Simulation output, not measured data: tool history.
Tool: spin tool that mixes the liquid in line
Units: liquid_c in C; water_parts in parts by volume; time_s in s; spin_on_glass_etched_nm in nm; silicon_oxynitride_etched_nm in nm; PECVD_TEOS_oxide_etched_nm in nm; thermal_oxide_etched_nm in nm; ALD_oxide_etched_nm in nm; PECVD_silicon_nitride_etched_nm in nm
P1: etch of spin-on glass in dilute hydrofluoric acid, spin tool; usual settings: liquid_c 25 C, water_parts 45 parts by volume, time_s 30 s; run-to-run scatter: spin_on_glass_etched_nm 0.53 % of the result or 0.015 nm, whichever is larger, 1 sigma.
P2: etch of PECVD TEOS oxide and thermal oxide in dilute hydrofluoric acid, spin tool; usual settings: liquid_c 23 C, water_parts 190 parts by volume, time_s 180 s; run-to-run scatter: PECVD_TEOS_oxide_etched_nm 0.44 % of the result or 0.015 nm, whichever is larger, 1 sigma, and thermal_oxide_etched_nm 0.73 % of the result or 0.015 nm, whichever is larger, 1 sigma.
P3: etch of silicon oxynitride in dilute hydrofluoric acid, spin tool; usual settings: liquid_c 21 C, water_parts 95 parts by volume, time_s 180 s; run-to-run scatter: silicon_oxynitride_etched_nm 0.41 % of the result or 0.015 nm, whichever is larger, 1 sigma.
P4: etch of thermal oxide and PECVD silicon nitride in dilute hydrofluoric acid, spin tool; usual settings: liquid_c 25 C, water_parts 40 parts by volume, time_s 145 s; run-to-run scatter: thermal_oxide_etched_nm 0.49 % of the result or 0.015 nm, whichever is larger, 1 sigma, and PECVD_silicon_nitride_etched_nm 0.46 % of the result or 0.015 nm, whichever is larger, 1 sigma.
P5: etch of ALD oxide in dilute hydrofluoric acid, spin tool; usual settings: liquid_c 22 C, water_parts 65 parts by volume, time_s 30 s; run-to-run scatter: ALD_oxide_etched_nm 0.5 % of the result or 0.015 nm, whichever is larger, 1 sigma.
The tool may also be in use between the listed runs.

| run | hour | process | liquid_c | water_parts | time_s | hours since the thermometer was replaced | hours since the hydrofluoric acid flow meter was replaced | spin_on_glass_etched_nm | silicon_oxynitride_etched_nm | PECVD_TEOS_oxide_etched_nm | thermal_oxide_etched_nm | ALD_oxide_etched_nm | PECVD_silicon_nitride_etched_nm |
|---|---|---|---|---|---|---|---|---|---|---|---|---|---|
| 1 | 5.5 | P1 | 25 | 45 | 30 | 333.8 | 764.9 | 40.811 |  |  |  |  |  |
| 2 | 14.8 | P3 | 21 | 95 | 180 | 343.1 | 774.2 |  | 6.0715 |  |  |  |  |
| 3 | 26.6 | P2 | 17.5 | 190 | 180 | 354.9 | 786 |  |  | 11.356 | 2.9468 |  |  |
| 4 | 34.5 | P5 | 22 | 65 | 30 | 362.8 | 793.9 |  |  |  |  | 8.1056 |  |
| 5 | 40.8 | P4 | 25 | 40 | 55 | 369.1 | 800.2 |  |  |  | 7.507 |  | 5.0301 |
| 6 | 51.4 | P5 | 22 | 65 | 15 | 379.7 | 810.8 |  |  |  |  | 3.9962 |  |
| 7 | 58.5 | P1 | 25 | 45 | 45 | 386.8 | 817.9 | 60.757 |  |  |  |  |  |
| 8 | 67.7 | P1 | 32 | 45 | 15 | 396 | 827.1 | 26.963 |  |  |  |  |  |
| 9 | 78.8 | P1 | 25 | 45 | 30 | 407.1 | 838.2 | 40.74 |  |  |  |  |  |
| 10 | 84.1 | P3 | 21 | 140 | 180 | 412.4 | 843.5 |  | 4.0147 |  |  |  |  |
| 11 | 95 | P3 | 21 | 95 | 90 | 423.3 | 854.4 |  | 3.0262 |  |  |  |  |
| 12 | 106.9 | P5 | 29 | 65 | 30 | 435.2 | 866.3 |  |  |  |  | 10.571 |  |
| 13 | 113.8 | P2 | 23 | 80 | 180 | 442.1 | 873.2 |  |  | 38.066 | 9.8738 |  |  |
| 14 | 122.5 | P3 | 28.5 | 95 | 180 | 450.8 | 881.9 |  | 8.6768 |  |  |  |  |
| 15 | 128 | P1 | 25 | 25 | 30 | 456.3 | 887.4 | 75.137 |  |  |  |  |  |
| 16 | 135 | P1 | 25 | 45 | 30 | 463.3 | 894.4 | 40.736 |  |  |  |  |  |
| 17 | 140.8 | P1 | 19 | 45 | 30 | 469.1 | 900.2 | 31.791 |  |  |  |  |  |
| 18 | 151.8 | P1 | 25 | 45 | 30 | 480.1 | 911.2 | 40.688 |  |  |  |  |  |
| 19 | 163 | P1 | 25 | 45 | 30 | 491.3 | 922.4 | 40.649 |  |  |  |  |  |
| 20 | 174.3 | P4 | 25 | 40 | 145 | 502.6 | 933.7 |  |  |  | 20.027 |  | 13.372 |
| 21 | 182.5 | P4 | 25 | 40 | 145 | 510.8 | 941.9 |  |  |  | 19.838 |  | 13.341 |
| 22 | 191.6 | P1 | 25 | 45 | 30 | 519.9 | 951 | 40.708 |  |  |  |  |  |
| 23 | 201.5 | P1 | 25 | 45 | 15 | 529.8 | 960.9 | 20.237 |  |  |  |  |  |
| 24 | 206.9 | P2 | 23 | 190 | 180 | 535.2 | 966.3 |  |  | 14.109 | 3.6175 |  |  |
| 25 | 217.5 | P2 | 23 | 190 | 55 | 545.8 | 976.9 |  |  | 4.3311 | 1.1238 |  |  |
| 26 | 223.8 | P1 | 25 | 75 | 15 | 552.1 | 983.2 | 11.755 |  |  |  |  |  |
| 27 | 236.1 | P4 | 25 | 20 | 145 | 564.4 | 995.5 |  |  |  | 40.833 |  | 25.995 |
| 28 | 247.2 | P5 | 22 | 110 | 30 | 575.5 | 1006.6 |  |  |  |  | 4.4888 |  |
| 29 | 254.3 | P3 | 21 | 95 | 180 | 582.6 | 1013.7 |  | 6.1557 |  |  |  |  |
|  | 259 | thermometer replaced |
| 30 | 266.5 | P1 | 25 | 65 | 30 | 7.6 | 1025.9 | 27.163 |  |  |  |  |  |
| 31 | 272.6 | P1 | 33.5 | 45 | 30 | 13.7 | 1032 | 56.841 |  |  |  |  |  |
| 32 | 281.6 | P5 | 22 | 65 | 30 | 22.7 | 1041 |  |  |  |  | 7.9727 |  |
| 33 | 290.9 | P4 | 19 | 40 | 145 | 32 | 1050.3 |  |  |  | 15.421 |  | 8.773 |
| 34 | 299.8 | P1 | 25 | 45 | 30 | 40.9 | 1059.2 | 40.589 |  |  |  |  |  |
| 35 | 306.3 | P1 | 25 | 45 | 30 | 47.4 | 1065.7 | 39.657 |  |  |  |  |  |
| 36 | 312.2 | P1 | 25 | 45 | 30 | 53.3 | 1071.6 | 38.614 |  |  |  |  |  |
| 37 | 319.6 | P1 | 25 | 45 | 30 | 60.7 | 1079 | 38.156 |  |  |  |  |  |
| 38 | 329 | P1 | 25 | 45 | 30 | 70.1 | 1088.4 | 37.539 |  |  |  |  |  |
| 39 | 338.2 | P1 | 25 | 45 | 30 | 79.3 | 1097.6 | 37.91 |  |  |  |  |  |
| 40 | 349.2 | P1 | 25 | 45 | 30 | 90.3 | 1108.6 | 37.406 |  |  |  |  |  |

What P1 gives has crept away from where it was. These 2 causes fit the log equally well, each at the size given:
A: liquid colder than its thermometer reads (K) = 1.89
B: hydrofluoric acid flow below the setpoint (%) = 7.07
The creep began at about hour 299.8.

4 check runs are offered, one wafer each, their results left as question marks. Which one tells the causes apart?
| check 1 | 360.2 | P5 | 27 | 85 | 30 |  |  |  |  |  |  | ? |  |
| check 2 | 360.2 | P4 | 19.5 | 40 | 145 |  |  |  |  |  | ? |  | ? |
| check 3 | 360.2 | P3 | 25 | 95 | 180 |  |  |  | ? |  |  |  |  |
| check 4 | 360.2 | P2 | 23 | 130 | 100 |  |  |  |  | ? | ? |  |  |

What each check would give under each cause:
| check | result | if A | if B |
|---|---|---|---|
| check 1 | ALD_oxide_etched_nm | 6.8047 | 6.7525 |
| check 2 | thermal_oxide_etched_nm | 14.546 | 14.617 |
| check 2 | PECVD_silicon_nitride_etched_nm | 7.9728 | 8.4854 |
| check 3 | silicon_oxynitride_etched_nm | 6.7589 | 6.8264 |
| check 4 | PECVD_TEOS_oxide_etched_nm | 11.346 | 11.234 |
| check 4 | thermal_oxide_etched_nm | 2.9305 | 2.9015 |
How far apart the two closest causes lie, in the result that separates them most: check 1 0.77 %; check 2 6.23 %; check 3 0.99 %; check 4 0.99 %
Only check 2 tells the causes apart: in the others they would give nearly the same result.

Check 2 was then run and gave: thermal_oxide_etched_nm 14.559 nm; PECVD_silicon_nitride_etched_nm 8.4922 nm. Which cause is it?

It is B: hydrofluoric acid flow below the setpoint (%).
